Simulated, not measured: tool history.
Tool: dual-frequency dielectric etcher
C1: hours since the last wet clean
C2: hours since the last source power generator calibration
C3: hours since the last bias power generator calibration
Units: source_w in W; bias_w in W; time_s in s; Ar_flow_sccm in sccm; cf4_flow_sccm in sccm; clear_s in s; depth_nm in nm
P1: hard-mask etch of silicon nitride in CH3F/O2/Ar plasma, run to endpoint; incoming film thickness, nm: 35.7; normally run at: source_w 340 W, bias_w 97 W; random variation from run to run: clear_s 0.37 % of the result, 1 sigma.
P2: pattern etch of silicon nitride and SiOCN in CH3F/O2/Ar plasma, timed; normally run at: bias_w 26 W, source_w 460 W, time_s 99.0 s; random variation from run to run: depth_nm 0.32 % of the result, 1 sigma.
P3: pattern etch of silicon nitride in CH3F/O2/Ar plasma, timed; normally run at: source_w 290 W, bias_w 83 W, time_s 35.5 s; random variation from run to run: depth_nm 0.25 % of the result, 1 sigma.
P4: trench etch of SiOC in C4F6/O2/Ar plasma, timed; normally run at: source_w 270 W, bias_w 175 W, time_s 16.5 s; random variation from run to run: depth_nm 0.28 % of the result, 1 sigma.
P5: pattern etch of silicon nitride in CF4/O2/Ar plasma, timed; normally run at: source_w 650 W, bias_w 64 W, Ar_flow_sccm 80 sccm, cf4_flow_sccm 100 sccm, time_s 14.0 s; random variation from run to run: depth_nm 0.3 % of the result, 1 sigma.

Run 1, day 0.675: process P1, source_w 340 W, bias_w 97 W; C1 166.7; C2 1122.4; C3 2054.6. Result: clear_s 50.194 s.
Run 2, day 1.208: process P3, source_w 390 W, bias_w 83 W, time_s 35.5 s; C1 179.5; C2 1135.2; C3 2067.4. Result: depth_nm 25.741 nm.
Run 3, day 1.825: process P4, source_w 270 W, bias_w 209 W, time_s 16.5 s; C1 194.3; C2 1150.0; C3 2082.2. Result: depth_nm 29.747 nm.
Run 4, day 2.429: process P1, source_w 340 W, bias_w 97 W; C1 208.8; C2 1164.5; C3 2096.7. Result: clear_s 50.228 s.
Run 5, day 2.825: process P3, source_w 290 W, bias_w 105 W, time_s 35.5 s; C1 218.3; C2 1174.0; C3 2106.2. Result: depth_nm 25.033 nm.
Run 6, day 3.138: process P2, source_w 460 W, bias_w 26 W, time_s 99.0 s; C1 225.8; C2 1181.5; C3 2113.7. Result: depth_nm 14.882 nm.
Run 7, day 3.508: process P1, source_w 340 W, bias_w 97 W; C1 234.7; C2 1190.4; C3 2122.6. Result: clear_s 49.980 s.
Run 8, day 4.038: process P4, source_w 270 W, bias_w 175 W, time_s 10.0 s; C1 247.4; C2 1203.1; C3 2135.3. Result: depth_nm 16.936 nm.
Run 9, day 4.396: process P3, source_w 290 W, bias_w 83 W, time_s 25.0 s; C1 256.0; C2 1211.7; C3 2143.9. Result: depth_nm 16.194 nm.
Run 10, day 4.917: process P5, source_w 650 W, bias_w 90 W, time_s 14.0 s, Ar_flow_sccm 80 sccm, cf4_flow_sccm 100 sccm; C1 268.5; C2 1224.2; C3 2156.4. Result: depth_nm 43.034 nm.
Run 11, day 5.308: process P2, source_w 460 W, bias_w 26 W, time_s 147.5 s; C1 277.9; C2 1233.6; C3 2165.8. Result: depth_nm 22.217 nm.
Run 12, day 6.000: process P5, source_w 650 W, bias_w 64 W, time_s 14.0 s, Ar_flow_sccm 56 sccm, cf4_flow_sccm 100 sccm; C1 294.5; C2 1250.2; C3 2182.4. Result: depth_nm 38.950 nm.
Run 13, day 6.350: process P4, source_w 190 W, bias_w 175 W, time_s 16.5 s; C1 302.9; C2 1258.6; C3 2190.8. Result: depth_nm 24.537 nm.
Run 14, day 6.858: process P5, source_w 650 W, bias_w 64 W, time_s 18.0 s, Ar_flow_sccm 80 sccm, cf4_flow_sccm 100 sccm; C1 315.1; C2 1270.8; C3 2203.0. Result: depth_nm 48.328 nm.
Run 15, day 7.212: process P5, source_w 420 W, bias_w 64 W, time_s 14.0 s, Ar_flow_sccm 80 sccm, cf4_flow_sccm 100 sccm; C1 323.6; C2 1279.3; C3 2211.5. Result: depth_nm 25.626 nm.
Run 16, day 7.825: process P5, source_w 650 W, bias_w 64 W, time_s 14.0 s, Ar_flow_sccm 80 sccm, cf4_flow_sccm 100 sccm; C1 338.3; C2 1294.0; C3 2226.2. Result: depth_nm 37.626 nm.
Run 17, day 8.262: process P4, source_w 270 W, bias_w 175 W, time_s 16.5 s; C1 348.8; C2 1304.5; C3 2236.7. Result: depth_nm 28.174 nm.
Run 18, day 8.721: process P1, source_w 340 W, bias_w 97 W; C1 359.8; C2 1315.5; C3 2247.7. Result: clear_s 50.211 s.
Run 19, day 9.179: process P1, source_w 340 W, bias_w 97 W; C1 370.8; C2 1326.5; C3 2258.7. Result: clear_s 50.225 s.
Run 20, day 9.825: process P1, source_w 340 W, bias_w 57 W; C1 386.3; C2 1342.0; C3 2274.2. Result: clear_s 60.861 s.
Run 21, day 10.429: process P1, source_w 230 W, bias_w 97 W; C1 400.8; C2 1356.5; C3 2288.7. Result: clear_s 58.232 s.
At day 10.596: wet clean of the chamber.
Run 22, day 11.117: process P1, source_w 420 W, bias_w 97 W; C1 12.5; C2 1373.0; C3 2305.2. Result: clear_s 46.652 s.
Run 23, day 11.450: process P2, source_w 650 W, bias_w 26 W, time_s 99.0 s; C1 20.5; C2 1381.0; C3 2313.2. Result: depth_nm 16.816 nm.
Run 24, day 11.983: process P1, source_w 340 W, bias_w 123 W; C1 33.3; C2 1393.8; C3 2326.0. Result: clear_s 46.273 s.
Run 25, day 12.583: process P1, source_w 430 W, bias_w 69 W; C1 47.7; C2 1408.2; C3 2340.4. Result: clear_s 51.704 s.
Run 26, day 13.196: process P3, source_w 290 W, bias_w 83 W, time_s 35.5 s; C1 62.4; C2 1422.9; C3 2355.1. Result: depth_nm 22.962 nm.
Run 27, day 13.854: process P5, source_w 650 W, bias_w 64 W, time_s 14.0 s, Ar_flow_sccm 80 sccm, cf4_flow_sccm 132 sccm; C1 78.2; C2 1438.7; C3 2370.9. Result: depth_nm 38.541 nm.
Run 28, day 14.283: process P2, source_w 460 W, bias_w 21 W, time_s 99.0 s; C1 88.5; C2 1449.0; C3 2381.2. Result: depth_nm 13.582 nm.
Run 29, day 14.617: process P2, source_w 460 W, bias_w 26 W, time_s 99.0 s; C1 96.5; C2 1457.0; C3 2389.2. Result: depth_nm 14.851 nm.
Run 30, day 14.946: process P1, source_w 340 W, bias_w 97 W; C1 104.4; C2 1464.9; C3 2397.1. Result: clear_s 50.316 s.
Run 31, day 15.504: process P1, source_w 340 W, bias_w 97 W; C1 117.8; C2 1478.3; C3 2410.5. Result: clear_s 50.335 s.
Run 32, day 16.133: process P1, source_w 340 W, bias_w 97 W; C1 132.9; C2 1493.4; C3 2425.6. Result: clear_s 50.638 s.
Run 33, day 16.779: process P1, source_w 340 W, bias_w 97 W; C1 148.4; C2 1508.9; C3 2441.1. Result: clear_s 51.076 s.
Run 34, day 17.446: process P1, source_w 340 W, bias_w 97 W; C1 164.4; C2 1524.9; C3 2457.1. Result: clear_s 51.173 s.
Run 35, day 17.904: process P1, source_w 340 W, bias_w 97 W; C1 175.4; C2 1535.9; C3 2468.1. Result: clear_s 51.401 s.
Run 36, day 18.617: process P1, source_w 340 W, bias_w 97 W; C1 192.5; C2 1553.0; C3 2485.2. Result: clear_s 50.886 s.
At day 18.679: wet clean of the chamber.
Run 37, day 19.079: process P1, source_w 340 W, bias_w 97 W; C1 9.7; C2 1564.1; C3 2496.3. Result: clear_s 51.207 s.
Run 38, day 19.596: process P1, source_w 340 W, bias_w 97 W; C1 22.1; C2 1576.5; C3 2508.7. Result: clear_s 51.184 s.
Run 39, day 19.938: process P1, source_w 340 W, bias_w 97 W; C1 30.3; C2 1584.7; C3 2516.9. Result: clear_s 51.139 s.
Run 40, day 20.304: process P1, source_w 340 W, bias_w 97 W; C1 39.1; C2 1593.5; C3 2525.7. Result: clear_s 51.403 s.

What P1 gives has crept away from where it was. These 2 causes fit the log equally well, each at the size given:
A: bias power that arrives under what is set, % = 4.99
B: source power that arrives under what is set, % = 4.93
The creep began at about day 15.504.
Why every other cause is out:
chamber walls in a state that lowers the etch rate, %: serviced at day 18.679, which brought nothing back

4 check runs are offered, one wafer each, their results left as question marks. Which one tells the causes apart?
Run check 1, day 20.671: process P3, source_w 290 W, bias_w 83 W, time_s 35.5 s. Result: depth_nm ?.
Run check 2, day 20.671: process P2, source_w 460 W, bias_w 26 W, time_s 99.0 s. Result: depth_nm ?.
Run check 3, day 20.671: process P4, source_w 270 W, bias_w 175 W, time_s 16.5 s. Result: depth_nm ?.
Run check 4, day 20.671: process P5, source_w 650 W, bias_w 64 W, time_s 14.0 s, Ar_flow_sccm 80 sccm, cf4_flow_sccm 100 sccm. Result: depth_nm ?.

What each check would give under each cause:
  check    result    if A    if B
check 1  depth_nm  22.561  22.550
check 2  depth_nm  14.579  14.664
check 3  depth_nm  27.604  27.520
check 4  depth_nm  36.888  35.982
How far apart the two closest causes lie, in the result that separates them most: check 1 0.05 %; check 2 0.58 %; check 3 0.3 %; check 4 2.49 %
Check 4 tells the causes apart: in the others they would give nearly the same result.

Then check 4 was run and gave: depth_nm 36.883 nm. Which cause is it?

It is A: bias power that arrives under what is set, %.
